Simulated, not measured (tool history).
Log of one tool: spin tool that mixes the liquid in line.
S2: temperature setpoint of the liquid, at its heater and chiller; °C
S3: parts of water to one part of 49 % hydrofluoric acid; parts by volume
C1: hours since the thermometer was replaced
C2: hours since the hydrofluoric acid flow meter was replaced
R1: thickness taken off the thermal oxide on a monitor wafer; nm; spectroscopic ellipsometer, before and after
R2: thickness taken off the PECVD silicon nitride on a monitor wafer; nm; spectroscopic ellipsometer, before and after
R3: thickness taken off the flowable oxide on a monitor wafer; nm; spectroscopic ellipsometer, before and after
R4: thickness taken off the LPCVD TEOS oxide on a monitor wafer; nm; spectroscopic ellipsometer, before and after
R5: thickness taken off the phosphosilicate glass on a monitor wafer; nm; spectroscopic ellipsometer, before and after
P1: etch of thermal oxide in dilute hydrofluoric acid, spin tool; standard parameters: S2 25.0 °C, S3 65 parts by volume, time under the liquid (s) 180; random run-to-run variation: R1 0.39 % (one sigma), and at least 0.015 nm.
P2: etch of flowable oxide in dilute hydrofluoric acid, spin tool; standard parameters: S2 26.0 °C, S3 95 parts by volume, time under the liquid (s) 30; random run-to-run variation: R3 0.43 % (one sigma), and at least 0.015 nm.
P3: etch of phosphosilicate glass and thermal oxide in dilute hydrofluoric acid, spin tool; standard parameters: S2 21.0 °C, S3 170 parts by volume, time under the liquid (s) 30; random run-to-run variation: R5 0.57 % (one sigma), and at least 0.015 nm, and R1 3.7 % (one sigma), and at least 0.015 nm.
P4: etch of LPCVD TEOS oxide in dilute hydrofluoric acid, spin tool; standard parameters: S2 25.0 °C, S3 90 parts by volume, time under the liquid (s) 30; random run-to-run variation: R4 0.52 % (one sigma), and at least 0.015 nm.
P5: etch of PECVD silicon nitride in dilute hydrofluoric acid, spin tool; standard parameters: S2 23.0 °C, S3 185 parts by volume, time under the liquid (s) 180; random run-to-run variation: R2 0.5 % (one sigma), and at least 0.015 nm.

Run 1, hour 3.6: process that ran P1, S2 25.0 °C, S3 65 parts by volume, time under the liquid (s) 180; C1 1474.3; C2 313.1. Result: R1 14.15200 nm.
Run 2, hour 9.1: process that ran P1, S2 25.0 °C, S3 65 parts by volume, time under the liquid (s) 330; C1 1479.8; C2 318.6. Result: R1 26.12200 nm.
Run 3, hour 13.2: process that ran P5, S2 28.5 °C, S3 185 parts by volume, time under the liquid (s) 180; C1 1483.9; C2 322.7. Result: R2 5.8991 nm.
Run 4, hour 20.4: process that ran P1, S2 25.0 °C, S3 115 parts by volume, time under the liquid (s) 180; C1 1491.1; C2 329.9. Result: R1 7.51850 nm.
Run 5, hour 25.9: process that ran P2, S2 26.0 °C, S3 95 parts by volume, time under the liquid (s) 30; C1 1496.6; C2 335.4. Result: R3 21.684 nm.
Run 6, hour 31.1: process that ran P1, S2 25.0 °C, S3 20 parts by volume, time under the liquid (s) 75; C1 1501.8; C2 340.6. Result: R1 20.41500 nm.
Run 7, hour 38.3: process that ran P1, S2 32.0 °C, S3 90 parts by volume, time under the liquid (s) 180; C1 1509.0; C2 347.8. Result: R1 12.94800 nm.
Run 8, hour 44.8: process that ran P4, S2 25.0 °C, S3 20 parts by volume, time under the liquid (s) 30; C1 1515.5; C2 354.3. Result: R4 62.4020 nm.
Run 9, hour 50.5: process that ran P2, S2 26.0 °C, S3 95 parts by volume, time under the liquid (s) 45; C1 1521.2; C2 360.0. Result: R3 32.622 nm.
Run 10, hour 55.5: process that ran P1, S2 25.0 °C, S3 65 parts by volume, time under the liquid (s) 180; C1 1526.2; C2 365.0. Result: R1 14.17800 nm.
Run 11, hour 61.7: process that ran P1, S2 25.0 °C, S3 65 parts by volume, time under the liquid (s) 180; C1 1532.4; C2 371.2. Result: R1 14.09900 nm.
Run 12, hour 68.7: process that ran P2, S2 31.0 °C, S3 95 parts by volume, time under the liquid (s) 30; C1 1539.4; C2 378.2. Result: R3 26.441 nm.
Run 13, hour 74.7: process that ran P5, S2 23.0 °C, S3 185 parts by volume, time under the liquid (s) 95; C1 1545.4; C2 384.2. Result: R2 2.2081 nm.
Run 14, hour 80.2: process that ran P5, S2 23.0 °C, S3 185 parts by volume, time under the liquid (s) 180; C1 1550.9; C2 389.7. Result: R2 4.1393 nm.
Run 15, hour 84.0: process that ran P1, S2 25.0 °C, S3 20 parts by volume, time under the liquid (s) 180; C1 1554.7; C2 393.5. Result: R1 48.80500 nm.
Run 16, hour 89.2: process that ran P5, S2 23.0 °C, S3 185 parts by volume, time under the liquid (s) 180; C1 1559.9; C2 398.7. Result: R2 4.1781 nm.
Run 17, hour 96.0: process that ran P1, S2 31.5 °C, S3 65 parts by volume, time under the liquid (s) 180; C1 1566.7; C2 405.5. Result: R1 18.15300 nm.
Run 18, hour 103.4: process that ran P1, S2 17.5 °C, S3 65 parts by volume, time under the liquid (s) 180; C1 1574.1; C2 412.9. Result: R1 10.39600 nm.
Run 19, hour 110.4: process that ran P3, S2 21.0 °C, S3 170 parts by volume, time under the liquid (s) 30; C1 1581.1; C2 419.9. Result: R1 0.58993 nm, R5 12.791 nm.
Run 20, hour 114.7: process that ran P4, S2 25.0 °C, S3 90 parts by volume, time under the liquid (s) 15; C1 1585.4; C2 424.2. Result: R4 6.3275 nm.
Run 21, hour 121.5: process that ran P4, S2 25.0 °C, S3 90 parts by volume, time under the liquid (s) 30; C1 1592.2; C2 431.0. Result: R4 12.5650 nm.
Run 22, hour 127.6: process that ran P1, S2 25.0 °C, S3 65 parts by volume, time under the liquid (s) 180; C1 1598.3; C2 437.1. Result: R1 14.09100 nm.
Run 23, hour 135.1: process that ran P1, S2 25.0 °C, S3 65 parts by volume, time under the liquid (s) 85; C1 1605.8; C2 444.6. Result: R1 6.66460 nm.
Run 24, hour 138.8: process that ran P5, S2 23.0 °C, S3 320 parts by volume, time under the liquid (s) 180; C1 1609.5; C2 448.3. Result: R2 2.4004 nm.
Run 25, hour 142.5: process that ran P1, S2 25.0 °C, S3 65 parts by volume, time under the liquid (s) 180; C1 1613.2; C2 452.0. Result: R1 14.07000 nm.
Run 26, hour 147.9: process that ran P3, S2 21.0 °C, S3 170 parts by volume, time under the liquid (s) 50; C1 1618.6; C2 457.4. Result: R1 1.04950 nm, R5 21.224 nm.
Run 27, hour 154.2: process that ran P3, S2 24.5 °C, S3 170 parts by volume, time under the liquid (s) 30; C1 1624.9; C2 463.7. Result: R1 0.68449 nm, R5 14.647 nm.
Run 28, hour 160.5: process that ran P3, S2 21.0 °C, S3 30 parts by volume, time under the liquid (s) 30; C1 1631.2; C2 470.0. Result: R1 3.79110 nm, R5 84.346 nm.
Run 29, hour 164.6: process that ran P2, S2 26.0 °C, S3 35 parts by volume, time under the liquid (s) 30; C1 1635.3; C2 474.1. Result: R3 64.152 nm.
Run 30, hour 172.2: process that ran P1, S2 25.0 °C, S3 65 parts by volume, time under the liquid (s) 180; C1 1642.9; C2 481.7. Result: R1 14.18500 nm.
Run 31, hour 178.0: process that ran P1, S2 30.5 °C, S3 40 parts by volume, time under the liquid (s) 180; C1 1648.7; C2 487.5. Result: R1 29.63900 nm.
Run 32, hour 183.6: process that ran P3, S2 21.0 °C, S3 170 parts by volume, time under the liquid (s) 30; C1 1654.3; C2 493.1. Result: R1 0.62106 nm, R5 12.750 nm.
Run 33, hour 187.8: process that ran P4, S2 31.0 °C, S3 90 parts by volume, time under the liquid (s) 30; C1 1658.5; C2 497.3. Result: R4 15.8620 nm.
Run 34, hour 194.1: process that ran P1, S2 25.0 °C, S3 65 parts by volume, time under the liquid (s) 180; C1 1664.8; C2 503.6. Result: R1 14.10800 nm.
Run 35, hour 201.1: process that ran P1, S2 25.0 °C, S3 65 parts by volume, time under the liquid (s) 180; C1 1671.8; C2 510.6. Result: R1 14.49900 nm.
Run 36, hour 209.0: process that ran P1, S2 25.0 °C, S3 65 parts by volume, time under the liquid (s) 180; C1 1679.7; C2 518.5. Result: R1 14.84600 nm.
Run 37, hour 216.7: process that ran P1, S2 25.0 °C, S3 65 parts by volume, time under the liquid (s) 180; C1 1687.4; C2 526.2. Result: R1 14.95600 nm.
Run 38, hour 223.1: process that ran P1, S2 25.0 °C, S3 65 parts by volume, time under the liquid (s) 180; C1 1693.8; C2 532.6. Result: R1 14.97900 nm.
Run 39, hour 229.9: process that ran P1, S2 25.0 °C, S3 65 parts by volume, time under the liquid (s) 180; C1 1700.6; C2 539.4. Result: R1 14.95100 nm.
Run 40, hour 238.1: process that ran P1, S2 25.0 °C, S3 65 parts by volume, time under the liquid (s) 180; C1 1708.8; C2 547.6. Result: R1 15.12600 nm.
Run 41, hour 245.4: process that ran P1, S2 25.0 °C, S3 65 parts by volume, time under the liquid (s) 180; C1 1716.1; C2 554.9. Result: R1 15.07500 nm.

The log shows P1 creeping away from where it was. Any of the 2 causes listed here, at the size stated for it, fits the log just as well as the others:
A: liquid hotter than its thermometer reads (K) = 1.49
B: hydrofluoric acid flow above the setpoint (%) = 5.63
Onset of the creep was near hour 194.1.

You are offered 4 check runs, listed below with question marks in place of their results; each one averages 2 wafers. Which run separates the listed causes by giving clearly different results for each?
Run check 1, hour 252.7: process that ran P3, S2 21.0 °C, S3 50 parts by volume, time under the liquid (s) 30. Result: R1 ?, R5 ?.
Run check 2, hour 252.7: process that ran P5, S2 28.0 °C, S3 185 parts by volume, time under the liquid (s) 180. Result: R2 ?.
Run check 3, hour 252.7: process that ran P4, S2 29.5 °C, S3 90 parts by volume, time under the liquid (s) 30. Result: R4 ?.
Run check 4, hour 252.7: process that ran P2, S2 26.0 °C, S3 45 parts by volume, time under the liquid (s) 30. Result: R3 ?.

If the cause were each of the candidates in turn, the checks would give the following:
  check  result     if A     if B
check 1      R1  2.52590  2.51460
check 1      R5   53.005   52.768
check 2      R2   6.2337   6.0161
check 3      R4  15.8480  15.9350
check 4      R3   52.133   52.024
How far apart the two closest causes lie, in the result that separates them most: check 1 0.45 %; check 2 3.55 %; check 3 0.54 %; check 4 0.21 %
Check 2 distinguishes between the causes, while the remaining checks would return nearly the same result for all of them.

Here is what check 2 returned: R2 6.2370 nm. Which cause is it?

It is A: liquid hotter than its thermometer reads (K).
